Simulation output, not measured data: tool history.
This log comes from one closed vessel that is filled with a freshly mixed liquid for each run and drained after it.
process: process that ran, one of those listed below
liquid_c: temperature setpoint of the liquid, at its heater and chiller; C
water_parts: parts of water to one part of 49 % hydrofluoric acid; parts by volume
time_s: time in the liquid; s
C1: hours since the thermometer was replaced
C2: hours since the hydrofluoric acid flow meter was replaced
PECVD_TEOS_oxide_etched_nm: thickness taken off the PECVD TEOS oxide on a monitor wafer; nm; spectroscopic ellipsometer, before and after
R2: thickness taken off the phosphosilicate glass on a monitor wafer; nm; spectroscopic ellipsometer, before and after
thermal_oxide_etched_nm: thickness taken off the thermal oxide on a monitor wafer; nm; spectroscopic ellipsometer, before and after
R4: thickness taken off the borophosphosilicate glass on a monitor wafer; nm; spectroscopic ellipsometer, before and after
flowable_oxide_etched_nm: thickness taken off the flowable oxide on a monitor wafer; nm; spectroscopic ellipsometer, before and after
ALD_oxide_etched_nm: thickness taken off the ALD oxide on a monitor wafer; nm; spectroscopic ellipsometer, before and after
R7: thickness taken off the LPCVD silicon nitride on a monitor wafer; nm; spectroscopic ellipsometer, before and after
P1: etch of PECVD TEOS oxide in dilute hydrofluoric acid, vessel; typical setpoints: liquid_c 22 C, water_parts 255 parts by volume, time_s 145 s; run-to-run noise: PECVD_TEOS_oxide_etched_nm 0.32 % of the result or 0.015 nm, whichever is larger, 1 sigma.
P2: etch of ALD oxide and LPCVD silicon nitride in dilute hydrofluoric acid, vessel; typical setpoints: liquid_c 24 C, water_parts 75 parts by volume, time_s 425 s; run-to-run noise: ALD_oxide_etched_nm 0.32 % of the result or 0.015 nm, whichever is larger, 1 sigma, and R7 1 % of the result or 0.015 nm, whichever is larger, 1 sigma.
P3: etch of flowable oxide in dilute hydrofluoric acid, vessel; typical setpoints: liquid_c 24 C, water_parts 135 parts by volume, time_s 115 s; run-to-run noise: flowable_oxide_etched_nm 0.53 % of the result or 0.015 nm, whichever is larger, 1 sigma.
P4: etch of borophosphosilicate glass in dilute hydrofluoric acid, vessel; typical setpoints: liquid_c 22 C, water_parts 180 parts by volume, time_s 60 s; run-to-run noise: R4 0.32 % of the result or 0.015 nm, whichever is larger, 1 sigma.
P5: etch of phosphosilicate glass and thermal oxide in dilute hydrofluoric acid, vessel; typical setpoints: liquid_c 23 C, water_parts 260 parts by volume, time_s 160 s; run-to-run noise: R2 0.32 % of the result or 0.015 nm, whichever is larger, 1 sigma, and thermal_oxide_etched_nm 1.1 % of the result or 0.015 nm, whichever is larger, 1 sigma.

{"run": 1, "hour": 6.2, "process": "P1", "liquid_c": 22, "water_parts": 255, "time_s": 145, "C1": 1502.2, "C2": 494, "PECVD_TEOS_oxide_etched_nm": 9.6215}
{"run": 2, "hour": 10.1, "process": "P5", "liquid_c": 23, "water_parts": 260, "time_s": 300, "C1": 1506.1, "C2": 497.9, "R2": 80.849, "thermal_oxide_etched_nm": 4.3109}
{"run": 3, "hour": 17.3, "process": "P1", "liquid_c": 28, "water_parts": 255, "time_s": 145, "C1": 1513.3, "C2": 505.1, "PECVD_TEOS_oxide_etched_nm": 11.878}
{"run": 4, "hour": 20.9, "process": "P1", "liquid_c": 22, "water_parts": 75, "time_s": 205, "C1": 1516.9, "C2": 508.7, "PECVD_TEOS_oxide_etched_nm": 56.174}
{"run": 5, "hour": 25.8, "process": "P1", "liquid_c": 22, "water_parts": 255, "time_s": 30, "C1": 1521.8, "C2": 513.6, "PECVD_TEOS_oxide_etched_nm": 2.0033}
{"run": 6, "hour": 33.0, "process": "P4", "liquid_c": 22, "water_parts": 325, "time_s": 60, "C1": 1529, "C2": 520.8, "R4": 6.4325}
{"run": 7, "hour": 38.6, "process": "P1", "liquid_c": 22, "water_parts": 255, "time_s": 145, "C1": 1534.6, "C2": 526.4, "PECVD_TEOS_oxide_etched_nm": 9.6191}
{"run": 8, "hour": 42.2, "process": "P3", "liquid_c": 24, "water_parts": 135, "time_s": 115, "C1": 1538.2, "C2": 530, "flowable_oxide_etched_nm": 25.791}
{"run": 9, "hour": 49.6, "process": "P1", "liquid_c": 22, "water_parts": 90, "time_s": 145, "C1": 1545.6, "C2": 537.4, "PECVD_TEOS_oxide_etched_nm": 32.521}
{"run": 10, "hour": 54.0, "process": "P2", "liquid_c": 24, "water_parts": 75, "time_s": 425, "C1": 1550, "C2": 541.8, "ALD_oxide_etched_nm": 57.095, "R7": 2.5153}
{"run": 11, "hour": 59.5, "process": "P1", "liquid_c": 17, "water_parts": 455, "time_s": 145, "C1": 1555.5, "C2": 547.3, "PECVD_TEOS_oxide_etched_nm": 3.7943}
{"run": 12, "hour": 64.0, "process": "P4", "liquid_c": 22, "water_parts": 180, "time_s": 60, "C1": 1560, "C2": 551.8, "R4": 13.466}
{"run": 13, "hour": 70.8, "process": "P2", "liquid_c": 24, "water_parts": 75, "time_s": 425, "C1": 1566.8, "C2": 558.6, "ALD_oxide_etched_nm": 57.41, "R7": 2.5963}
{"run": 14, "hour": 74.4, "process": "P2", "liquid_c": 24, "water_parts": 135, "time_s": 425, "C1": 1570.4, "C2": 562.2, "ALD_oxide_etched_nm": 29.756, "R7": 1.4812}
{"run": 15, "hour": 79.1, "process": "P5", "liquid_c": 19, "water_parts": 260, "time_s": 160, "C1": 1575.1, "C2": 566.9, "R2": 37.403, "thermal_oxide_etched_nm": 2.0196}
{"run": 16, "hour": 83.9, "process": "P5", "liquid_c": 23, "water_parts": 95, "time_s": 160, "C1": 1579.9, "C2": 571.7, "R2": 142.19, "thermal_oxide_etched_nm": 7.7341}
{"run": 17, "hour": 87.9, "process": "P1", "liquid_c": 22, "water_parts": 420, "time_s": 145, "C1": 1583.9, "C2": 575.7, "PECVD_TEOS_oxide_etched_nm": 4.9957}
{"run": 18, "hour": 92.9, "process": "P1", "liquid_c": 27.5, "water_parts": 255, "time_s": 30, "C1": 1588.9, "C2": 580.7, "PECVD_TEOS_oxide_etched_nm": 2.4073}
{"run": 19, "hour": 98.2, "process": "P1", "liquid_c": 22, "water_parts": 255, "time_s": 275, "C1": 1594.2, "C2": 586, "PECVD_TEOS_oxide_etched_nm": 18.107}
{"run": 20, "hour": 104.3, "process": "P1", "liquid_c": 18, "water_parts": 255, "time_s": 145, "C1": 1600.3, "C2": 592.1, "PECVD_TEOS_oxide_etched_nm": 8.2872}
{"run": 21, "hour": 109.9, "process": "P3", "liquid_c": 32, "water_parts": 135, "time_s": 115, "C1": 1605.9, "C2": 597.7, "flowable_oxide_etched_nm": 35.028}
{"run": 22, "hour": 116.0, "process": "P1", "liquid_c": 22, "water_parts": 255, "time_s": 145, "C1": 1612, "C2": 603.8, "PECVD_TEOS_oxide_etched_nm": 9.5895}
{"run": 23, "hour": 120.0, "process": "P4", "liquid_c": 22, "water_parts": 180, "time_s": 60, "C1": 1616, "C2": 607.8, "R4": 13.451}
{"run": 24, "hour": 127.7, "process": "P3", "liquid_c": 24, "water_parts": 240, "time_s": 115, "C1": 1623.7, "C2": 615.5, "flowable_oxide_etched_nm": 12.976}
{"run": 25, "hour": 131.9, "process": "P5", "liquid_c": 23, "water_parts": 260, "time_s": 160, "C1": 1627.9, "C2": 619.7, "R2": 43.388, "thermal_oxide_etched_nm": 2.3506}
{"run": 26, "hour": 137.9, "process": "P1", "liquid_c": 22, "water_parts": 255, "time_s": 145, "C1": 1633.9, "C2": 625.7, "PECVD_TEOS_oxide_etched_nm": 9.5796}
{"run": 27, "hour": 145.6, "process": "P2", "liquid_c": 24, "water_parts": 75, "time_s": 70, "C1": 1641.6, "C2": 633.4, "ALD_oxide_etched_nm": 9.4302, "R7": 0.44222}
{"run": 28, "hour": 153.0, "process": "P4", "liquid_c": 30, "water_parts": 180, "time_s": 60, "C1": 1649, "C2": 640.8, "R4": 17.997}
{"run": 29, "hour": 156.6, "process": "P4", "liquid_c": 22, "water_parts": 180, "time_s": 115, "C1": 1652.6, "C2": 644.4, "R4": 25.77}
{"run": 30, "hour": 162.3, "process": "P1", "liquid_c": 22, "water_parts": 255, "time_s": 145, "C1": 1658.3, "C2": 650.1, "PECVD_TEOS_oxide_etched_nm": 9.5843}
{"run": 31, "hour": 167.1, "process": "P5", "liquid_c": 23, "water_parts": 260, "time_s": 160, "C1": 1663.1, "C2": 654.9, "R2": 43.217, "thermal_oxide_etched_nm": 2.3194}
{"run": 32, "hour": 172.7, "process": "P2", "liquid_c": 29, "water_parts": 75, "time_s": 425, "C1": 1668.7, "C2": 660.5, "ALD_oxide_etched_nm": 70.29, "R7": 3.6043}
{"run": 33, "hour": 178.0, "process": "P3", "liquid_c": 24, "water_parts": 135, "time_s": 50, "C1": 1674, "C2": 665.8, "flowable_oxide_etched_nm": 11.297}
{"run": 34, "hour": 182.8, "process": "P1", "liquid_c": 22, "water_parts": 255, "time_s": 145, "C1": 1678.8, "C2": 670.6, "PECVD_TEOS_oxide_etched_nm": 9.5724}
{"run": 35, "hour": 187.2, "process": "P1", "liquid_c": 22, "water_parts": 255, "time_s": 145, "C1": 1683.2, "C2": 675, "PECVD_TEOS_oxide_etched_nm": 9.7641}
{"run": 36, "hour": 193.7, "process": "P1", "liquid_c": 22, "water_parts": 255, "time_s": 145, "C1": 1689.7, "C2": 681.5, "PECVD_TEOS_oxide_etched_nm": 9.9824}
{"run": 37, "hour": 198.2, "process": "P1", "liquid_c": 22, "water_parts": 255, "time_s": 145, "C1": 1694.2, "C2": 686, "PECVD_TEOS_oxide_etched_nm": 10.041}
{"run": 38, "hour": 205.1, "process": "P1", "liquid_c": 22, "water_parts": 255, "time_s": 145, "C1": 1701.1, "C2": 692.9, "PECVD_TEOS_oxide_etched_nm": 10.122}
{"run": 39, "hour": 211.1, "process": "P1", "liquid_c": 22, "water_parts": 255, "time_s": 145, "C1": 1707.1, "C2": 698.9, "PECVD_TEOS_oxide_etched_nm": 10.161}
{"run": 40, "hour": 214.8, "process": "P1", "liquid_c": 22, "water_parts": 255, "time_s": 145, "C1": 1710.8, "C2": 702.6, "PECVD_TEOS_oxide_etched_nm": 10.215}
{"run": 41, "hour": 222.3, "process": "P1", "liquid_c": 22, "water_parts": 255, "time_s": 145, "C1": 1718.3, "C2": 710.1, "PECVD_TEOS_oxide_etched_nm": 10.232}
{"run": 42, "hour": 229.0, "process": "P1", "liquid_c": 22, "water_parts": 255, "time_s": 145, "C1": 1725, "C2": 716.8, "PECVD_TEOS_oxide_etched_nm": 10.21}
{"run": 43, "hour": 234.8, "process": "P1", "liquid_c": 22, "water_parts": 255, "time_s": 145, "C1": 1730.8, "C2": 722.6, "PECVD_TEOS_oxide_etched_nm": 10.294}
{"run": 44, "hour": 241.9, "process": "P1", "liquid_c": 22, "water_parts": 255, "time_s": 145, "C1": 1737.9, "C2": 729.7, "PECVD_TEOS_oxide_etched_nm": 10.299}
{"run": 45, "hour": 245.9, "process": "P1", "liquid_c": 22, "water_parts": 255, "time_s": 145, "C1": 1741.9, "C2": 733.7, "PECVD_TEOS_oxide_etched_nm": 10.22}

Compared with where it was, what P1 gives has crept away. Each cause listed below fits the log as well as the rest, at the size given for it:
A: liquid hotter than its thermometer reads (K) = 1.92
B: hydrofluoric acid flow above the setpoint (%) = 5.73
The gradual shift began around hour 182.8.

You are offered 4 check runs, listed below with question marks in place of their results; each one averages 3 wafers. Which run separates the listed causes by giving clearly different results for each?
{"run": "check 1", "hour": 249.9, "process": "P4", "liquid_c": 29, "water_parts": 180, "time_s": 115, "R4": "?"}
{"run": "check 2", "hour": 249.9, "process": "P3", "liquid_c": 30, "water_parts": 190, "time_s": 115, "flowable_oxide_etched_nm": "?"}
{"run": "check 3", "hour": 249.9, "process": "P2", "liquid_c": 24, "water_parts": 75, "time_s": 100, "ALD_oxide_etched_nm": "?", "R7": "?"}
{"run": "check 4", "hour": 249.9, "process": "P5", "liquid_c": 19.5, "water_parts": 260, "time_s": 255, "R2": "?", "thermal_oxide_etched_nm": "?"}

Outcome of each check run for each possible cause:
check=check_1 result=R4 if_A=35.669 if_B=35.684
check=check_2 result=flowable_oxide_etched_nm if_A=23.025 if_B=23.081
check=check_3 result=ALD_oxide_etched_nm if_A=14.61 if_B=14.378
check=check_3 result=R7 if_A=0.69254 if_B=0.64428
check=check_4 result=R2 if_A=64.99 if_B=64.823
check=check_4 result=thermal_oxide_etched_nm if_A=3.5343 if_B=3.5252
Minimum pairwise separation of causes per check, each pair taken at its best-separating result: check 1 0.04 %; check 2 0.25 %; check 3 7.22 %; check 4 0.26 %
Only check 3 tells the causes apart: in the others they would give nearly the same result.

The results of check 3 are: ALD_oxide_etched_nm 14.375 nm; R7 0.65763 nm. Based on these, which of the listed causes is it?

It was cause B: hydrofluoric acid flow above the setpoint (%).
